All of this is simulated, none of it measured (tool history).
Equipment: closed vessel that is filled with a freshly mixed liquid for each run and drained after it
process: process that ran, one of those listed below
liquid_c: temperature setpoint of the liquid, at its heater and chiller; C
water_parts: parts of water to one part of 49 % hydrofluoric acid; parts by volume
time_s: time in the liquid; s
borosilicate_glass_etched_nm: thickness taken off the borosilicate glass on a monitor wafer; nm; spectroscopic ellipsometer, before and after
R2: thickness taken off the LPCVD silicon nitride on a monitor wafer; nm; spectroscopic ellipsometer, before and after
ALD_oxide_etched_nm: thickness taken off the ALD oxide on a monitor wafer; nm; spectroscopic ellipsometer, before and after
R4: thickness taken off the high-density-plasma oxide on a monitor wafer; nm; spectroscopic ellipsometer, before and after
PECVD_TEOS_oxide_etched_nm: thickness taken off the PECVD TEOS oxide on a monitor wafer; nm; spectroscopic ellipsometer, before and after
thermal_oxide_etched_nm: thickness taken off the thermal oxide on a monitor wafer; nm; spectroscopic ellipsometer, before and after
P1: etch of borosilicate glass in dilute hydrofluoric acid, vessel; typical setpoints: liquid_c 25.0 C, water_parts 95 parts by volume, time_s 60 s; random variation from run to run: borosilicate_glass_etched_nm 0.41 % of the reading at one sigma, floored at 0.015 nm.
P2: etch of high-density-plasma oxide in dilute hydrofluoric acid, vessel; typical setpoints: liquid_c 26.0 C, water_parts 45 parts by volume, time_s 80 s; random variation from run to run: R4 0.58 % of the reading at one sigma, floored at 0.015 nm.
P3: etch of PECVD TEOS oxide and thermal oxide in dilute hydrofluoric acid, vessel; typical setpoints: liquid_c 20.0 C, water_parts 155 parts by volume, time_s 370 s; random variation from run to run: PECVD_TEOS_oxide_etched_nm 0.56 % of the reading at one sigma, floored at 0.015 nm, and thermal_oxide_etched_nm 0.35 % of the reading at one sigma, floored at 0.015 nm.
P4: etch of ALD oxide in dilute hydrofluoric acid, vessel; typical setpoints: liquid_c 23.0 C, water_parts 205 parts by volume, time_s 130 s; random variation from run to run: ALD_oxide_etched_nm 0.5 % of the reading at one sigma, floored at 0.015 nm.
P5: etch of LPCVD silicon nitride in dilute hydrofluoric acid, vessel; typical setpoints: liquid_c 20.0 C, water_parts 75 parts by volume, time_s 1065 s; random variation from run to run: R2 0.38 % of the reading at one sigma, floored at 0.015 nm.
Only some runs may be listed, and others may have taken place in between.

{"run": 1, "day": 0.512, "process": "P1", "liquid_c": 25.0, "water_parts": 95, "time_s": 60, "borosilicate_glass_etched_nm": 19.002}
{"run": 2, "day": 0.9, "process": "P1", "liquid_c": 25.0, "water_parts": 180, "time_s": 60, "borosilicate_glass_etched_nm": 9.1619}
{"run": 3, "day": 1.333, "process": "P1", "liquid_c": 25.0, "water_parts": 95, "time_s": 60, "borosilicate_glass_etched_nm": 19.109}
{"run": 4, "day": 1.708, "process": "P1", "liquid_c": 25.0, "water_parts": 95, "time_s": 60, "borosilicate_glass_etched_nm": 19.035}
{"run": 5, "day": 2.242, "process": "P5", "liquid_c": 20.0, "water_parts": 75, "time_s": 1755, "R2": 9.3435}
{"run": 6, "day": 2.629, "process": "P1", "liquid_c": 25.0, "water_parts": 95, "time_s": 60, "borosilicate_glass_etched_nm": 18.933}
{"run": 7, "day": 2.925, "process": "P4", "liquid_c": 23.0, "water_parts": 205, "time_s": 130, "ALD_oxide_etched_nm": 18.08}
{"run": 8, "day": 3.412, "process": "P4", "liquid_c": 23.0, "water_parts": 310, "time_s": 130, "ALD_oxide_etched_nm": 10.732}
{"run": 9, "day": 3.775, "process": "P1", "liquid_c": 25.0, "water_parts": 95, "time_s": 60, "borosilicate_glass_etched_nm": 18.927}
{"run": 10, "day": 4.229, "process": "P2", "liquid_c": 19.5, "water_parts": 45, "time_s": 80, "R4": 7.9392}
{"run": 11, "day": 4.738, "process": "P4", "liquid_c": 23.0, "water_parts": 205, "time_s": 40, "ALD_oxide_etched_nm": 5.5392}
{"run": 12, "day": 5.267, "process": "P4", "liquid_c": 17.5, "water_parts": 205, "time_s": 130, "ALD_oxide_etched_nm": 14.538}
{"run": 13, "day": 5.804, "process": "P5", "liquid_c": 20.0, "water_parts": 75, "time_s": 1065, "R2": 5.6834}
{"run": 14, "day": 6.258, "process": "P3", "liquid_c": 20.0, "water_parts": 155, "time_s": 370, "PECVD_TEOS_oxide_etched_nm": 39.746, "thermal_oxide_etched_nm": 8.742}
{"run": 15, "day": 6.796, "process": "P1", "liquid_c": 25.0, "water_parts": 95, "time_s": 85, "borosilicate_glass_etched_nm": 26.936}
{"run": 16, "day": 7.112, "process": "P2", "liquid_c": 26.0, "water_parts": 25, "time_s": 80, "R4": 19.107}
{"run": 17, "day": 7.392, "process": "P1", "liquid_c": 25.0, "water_parts": 55, "time_s": 60, "borosilicate_glass_etched_nm": 34.313}
{"run": 18, "day": 7.75, "process": "P2", "liquid_c": 26.0, "water_parts": 45, "time_s": 150, "R4": 19.439}
{"run": 19, "day": 8.154, "process": "P1", "liquid_c": 20.5, "water_parts": 95, "time_s": 100, "borosilicate_glass_etched_nm": 26.465}
{"run": 20, "day": 8.575, "process": "P3", "liquid_c": 20.0, "water_parts": 155, "time_s": 370, "PECVD_TEOS_oxide_etched_nm": 40.101, "thermal_oxide_etched_nm": 8.7219}
{"run": 21, "day": 8.888, "process": "P3", "liquid_c": 25.0, "water_parts": 155, "time_s": 370, "PECVD_TEOS_oxide_etched_nm": 48.501, "thermal_oxide_etched_nm": 10.562}
{"run": 22, "day": 9.15, "process": "P1", "liquid_c": 33.0, "water_parts": 95, "time_s": 60, "borosilicate_glass_etched_nm": 25.827}
{"run": 23, "day": 9.588, "process": "P5", "liquid_c": 17.0, "water_parts": 75, "time_s": 1065, "R2": 4.6381}
{"run": 24, "day": 9.992, "process": "P2", "liquid_c": 26.0, "water_parts": 45, "time_s": 80, "R4": 10.325}
{"run": 25, "day": 10.292, "process": "P1", "liquid_c": 25.0, "water_parts": 40, "time_s": 40, "borosilicate_glass_etched_nm": 32.499}
{"run": 26, "day": 10.588, "process": "P1", "liquid_c": 25.0, "water_parts": 95, "time_s": 60, "borosilicate_glass_etched_nm": 19.023}
{"run": 27, "day": 10.875, "process": "P1", "liquid_c": 33.0, "water_parts": 30, "time_s": 60, "borosilicate_glass_etched_nm": 90.753}
{"run": 28, "day": 11.354, "process": "P5", "liquid_c": 20.0, "water_parts": 25, "time_s": 1065, "R2": 16.37}
{"run": 29, "day": 11.683, "process": "P3", "liquid_c": 20.0, "water_parts": 235, "time_s": 370, "PECVD_TEOS_oxide_etched_nm": 24.475, "thermal_oxide_etched_nm": 5.3102}
{"run": 30, "day": 11.983, "process": "P1", "liquid_c": 21.0, "water_parts": 95, "time_s": 60, "borosilicate_glass_etched_nm": 16.1}
{"run": 31, "day": 12.3, "process": "P3", "liquid_c": 20.0, "water_parts": 155, "time_s": 180, "PECVD_TEOS_oxide_etched_nm": 19.463, "thermal_oxide_etched_nm": 4.27}
{"run": 32, "day": 12.717, "process": "P1", "liquid_c": 25.0, "water_parts": 95, "time_s": 30, "borosilicate_glass_etched_nm": 9.4816}
{"run": 33, "day": 13.221, "process": "P1", "liquid_c": 25.0, "water_parts": 95, "time_s": 60, "borosilicate_glass_etched_nm": 18.963}
{"run": 34, "day": 13.708, "process": "P1", "liquid_c": 25.0, "water_parts": 95, "time_s": 60, "borosilicate_glass_etched_nm": 18.37}
{"run": 35, "day": 14.104, "process": "P1", "liquid_c": 25.0, "water_parts": 95, "time_s": 60, "borosilicate_glass_etched_nm": 18.111}
{"run": 36, "day": 14.442, "process": "P1", "liquid_c": 25.0, "water_parts": 95, "time_s": 60, "borosilicate_glass_etched_nm": 18.033}
{"run": 37, "day": 14.742, "process": "P1", "liquid_c": 25.0, "water_parts": 95, "time_s": 60, "borosilicate_glass_etched_nm": 17.725}

Run 38 comes next. What will it give?
{"run": 38, "day": 15.054, "process": "P1", "liquid_c": 25.0, "water_parts": 95, "time_s": 60, "borosilicate_glass_etched_nm": "?"}

borosilicate_glass_etched_nm: 17.7600 nm

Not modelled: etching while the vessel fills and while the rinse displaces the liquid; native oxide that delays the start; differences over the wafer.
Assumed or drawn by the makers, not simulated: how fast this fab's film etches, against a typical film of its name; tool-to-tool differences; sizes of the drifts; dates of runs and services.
